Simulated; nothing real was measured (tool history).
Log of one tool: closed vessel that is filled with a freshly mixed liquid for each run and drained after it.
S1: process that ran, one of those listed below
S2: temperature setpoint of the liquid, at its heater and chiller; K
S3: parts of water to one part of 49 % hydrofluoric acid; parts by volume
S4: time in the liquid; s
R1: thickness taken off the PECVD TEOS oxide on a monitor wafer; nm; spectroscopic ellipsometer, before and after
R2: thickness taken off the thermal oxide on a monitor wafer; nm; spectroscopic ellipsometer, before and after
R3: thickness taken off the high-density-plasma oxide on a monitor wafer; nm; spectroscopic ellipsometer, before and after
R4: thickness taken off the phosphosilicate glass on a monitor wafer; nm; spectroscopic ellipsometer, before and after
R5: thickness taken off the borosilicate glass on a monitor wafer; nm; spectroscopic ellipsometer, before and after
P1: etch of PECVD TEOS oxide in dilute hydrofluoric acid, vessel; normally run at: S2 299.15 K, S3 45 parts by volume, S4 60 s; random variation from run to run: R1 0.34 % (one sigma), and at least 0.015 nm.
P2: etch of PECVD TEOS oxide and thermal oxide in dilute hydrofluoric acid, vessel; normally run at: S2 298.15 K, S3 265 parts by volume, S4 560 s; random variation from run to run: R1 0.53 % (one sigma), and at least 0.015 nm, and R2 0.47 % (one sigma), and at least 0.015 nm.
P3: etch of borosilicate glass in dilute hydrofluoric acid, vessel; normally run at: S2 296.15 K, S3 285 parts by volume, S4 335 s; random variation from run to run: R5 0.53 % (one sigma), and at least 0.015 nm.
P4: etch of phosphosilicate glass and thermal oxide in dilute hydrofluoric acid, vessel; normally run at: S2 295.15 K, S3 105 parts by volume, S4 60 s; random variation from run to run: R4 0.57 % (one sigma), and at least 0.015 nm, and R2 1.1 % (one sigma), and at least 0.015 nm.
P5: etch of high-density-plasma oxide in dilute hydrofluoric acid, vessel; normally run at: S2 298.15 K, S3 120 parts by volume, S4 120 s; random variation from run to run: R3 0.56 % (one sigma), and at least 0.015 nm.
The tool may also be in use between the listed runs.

{"run": 1, "hour": 11.8, "S1": "P1", "S2": 299.15, "S3": 45, "S4": 60, "R1": 17.19}
{"run": 2, "hour": 21.2, "S1": "P1", "S2": 299.15, "S3": 45, "S4": 30, "R1": 8.5545}
{"run": 3, "hour": 29.5, "S1": "P2", "S2": 298.15, "S3": 265, "S4": 560, "R1": 33.399, "R2": 8.7807}
{"run": 4, "hour": 37.4, "S1": "P2", "S2": 292.15, "S3": 265, "S4": 560, "R1": 26.796, "R2": 7.1105}
{"run": 5, "hour": 49.4, "S1": "P2", "S2": 298.15, "S3": 480, "S4": 560, "R1": 14.944, "R2": 3.9956}
{"run": 6, "hour": 55.2, "S1": "P1", "S2": 299.15, "S3": 45, "S4": 60, "R1": 17.089}
{"run": 7, "hour": 65.9, "S1": "P1", "S2": 295.15, "S3": 45, "S4": 30, "R1": 7.2675}
{"run": 8, "hour": 77.8, "S1": "P5", "S2": 298.15, "S3": 120, "S4": 60, "R3": 5.5683}
{"run": 9, "hour": 83.8, "S1": "P2", "S2": 298.15, "S3": 265, "S4": 845, "R1": 50.413, "R2": 13.446}
{"run": 10, "hour": 92.0, "S1": "P4", "S2": 295.15, "S3": 170, "S4": 60, "R2": 1.4322, "R4": 25.552}
{"run": 11, "hour": 101.7, "S1": "P2", "S2": 298.15, "S3": 265, "S4": 560, "R1": 33.328, "R2": 8.7774}
{"run": 12, "hour": 113.0, "S1": "P4", "S2": 301.65, "S3": 105, "S4": 60, "R2": 3.3304, "R4": 57.464}
{"run": 13, "hour": 119.8, "S1": "P1", "S2": 295.15, "S3": 45, "S4": 60, "R1": 14.586}
{"run": 14, "hour": 127.4, "S1": "P3", "S2": 296.15, "S3": 285, "S4": 630, "R5": 51.143}
{"run": 15, "hour": 134.3, "S1": "P1", "S2": 299.15, "S3": 45, "S4": 120, "R1": 34.276}
{"run": 16, "hour": 141.2, "S1": "P3", "S2": 296.15, "S3": 70, "S4": 335, "R5": 140.51}
{"run": 17, "hour": 148.7, "S1": "P1", "S2": 306.65, "S3": 45, "S4": 115, "R1": 44.127}
{"run": 18, "hour": 154.1, "S1": "P5", "S2": 293.15, "S3": 120, "S4": 120, "R3": 9.0813}
{"run": 19, "hour": 165.1, "S1": "P1", "S2": 299.15, "S3": 45, "S4": 60, "R1": 17.345}
{"run": 20, "hour": 170.4, "S1": "P1", "S2": 299.15, "S3": 45, "S4": 60, "R1": 17.117}
{"run": 21, "hour": 177.2, "S1": "P5", "S2": 298.15, "S3": 50, "S4": 120, "R3": 28.864}
{"run": 22, "hour": 183.6, "S1": "P4", "S2": 295.15, "S3": 105, "S4": 30, "R2": 1.2422, "R4": 22.421}
{"run": 23, "hour": 195.3, "S1": "P3", "S2": 296.15, "S3": 285, "S4": 335, "R5": 27.331}
{"run": 24, "hour": 205.7, "S1": "P3", "S2": 296.15, "S3": 285, "S4": 335, "R5": 27.403}
{"run": 25, "hour": 212.1, "S1": "P4", "S2": 295.15, "S3": 105, "S4": 60, "R2": 2.5417, "R4": 44.19}
{"run": 26, "hour": 217.7, "S1": "P3", "S2": 301.15, "S3": 285, "S4": 335, "R5": 32.554}
{"run": 27, "hour": 226.7, "S1": "P5", "S2": 298.15, "S3": 120, "S4": 120, "R3": 11.139}
{"run": 28, "hour": 238.1, "S1": "P1", "S2": 299.15, "S3": 75, "S4": 60, "R1": 9.8732}
{"run": 29, "hour": 245.5, "S1": "P1", "S2": 305.15, "S3": 45, "S4": 60, "R1": 21.798}
{"run": 30, "hour": 252.9, "S1": "P1", "S2": 299.15, "S3": 20, "S4": 60, "R1": 40.142}
{"run": 31, "hour": 260.8, "S1": "P1", "S2": 299.15, "S3": 45, "S4": 60, "R1": 17.105}
{"run": 32, "hour": 269.4, "S1": "P1", "S2": 299.15, "S3": 45, "S4": 60, "R1": 17.197}
{"run": 33, "hour": 275.4, "S1": "P1", "S2": 299.15, "S3": 45, "S4": 60, "R1": 17.223}
{"run": 34, "hour": 286.8, "S1": "P1", "S2": 299.15, "S3": 45, "S4": 60, "R1": 16.637}
{"run": 35, "hour": 297.5, "S1": "P1", "S2": 299.15, "S3": 45, "S4": 60, "R1": 16.368}
{"run": 36, "hour": 304.6, "S1": "P1", "S2": 299.15, "S3": 45, "S4": 60, "R1": 16.336}
{"run": 37, "hour": 313.4, "S1": "P1", "S2": 299.15, "S3": 45, "S4": 60, "R1": 16.341}
{"run": 38, "hour": 321.1, "S1": "P1", "S2": 299.15, "S3": 45, "S4": 60, "R1": 16.2}
{"run": 39, "hour": 331.6, "S1": "P1", "S2": 299.15, "S3": 45, "S4": 60, "R1": 16.138}
{"run": 40, "hour": 340.7, "S1": "P1", "S2": 299.15, "S3": 45, "S4": 60, "R1": 16.094}
{"run": 41, "hour": 348.6, "S1": "P1", "S2": 299.15, "S3": 45, "S4": 60, "R1": 16.132}

What P1 gives has crept away from where it was. These 2 causes fit the log equally well, each at the size given:
A: hydrofluoric acid flow below the setpoint (%) = 5.55
B: liquid colder than its thermometer reads (K) = 1.49
The creep began at about hour 275.4.

4 check runs are offered, each on 2 wafers whose results are averaged, their results left as question marks. Which one tells the causes apart?
{"run": "check 1", "hour": 356.5, "S1": "P5", "S2": 294.65, "S3": 120, "S4": 120, "R3": "?"}
{"run": "check 2", "hour": 356.5, "S1": "P3", "S2": 296.15, "S3": 130, "S4": 480, "R5": "?"}
{"run": "check 3", "hour": 356.5, "S1": "P4", "S2": 295.15, "S3": 160, "S4": 30, "R2": "?", "R4": "?"}
{"run": "check 4", "hour": 356.5, "S1": "P2", "S2": 298.15, "S3": 460, "S4": 560, "R1": "?", "R2": "?"}

What each check would give under each cause:
check=check_1 result=R3 if_A=9.0654 if_B=9.1106
check=check_2 result=R5 if_A=94.75 if_B=95.423
check=check_3 result=R2 if_A=0.73242 if_B=0.73902
check=check_3 result=R4 if_A=12.899 if_B=13.015
check=check_4 result=R1 if_A=14.69 if_B=15.185
check=check_4 result=R2 if_A=3.9187 if_B=4.0507
How far apart the two closest causes lie, in the result that separates them most: check 1 0.5 %; check 2 0.71 %; check 3 0.9 %; check 4 3.31 %
Only check 4 tells the causes apart: in the others they would give nearly the same result.

Then check 4 was run and gave: R1 15.082 nm; R2 4.0522 nm. Which cause is it?

It is B: liquid colder than its thermometer reads (K).
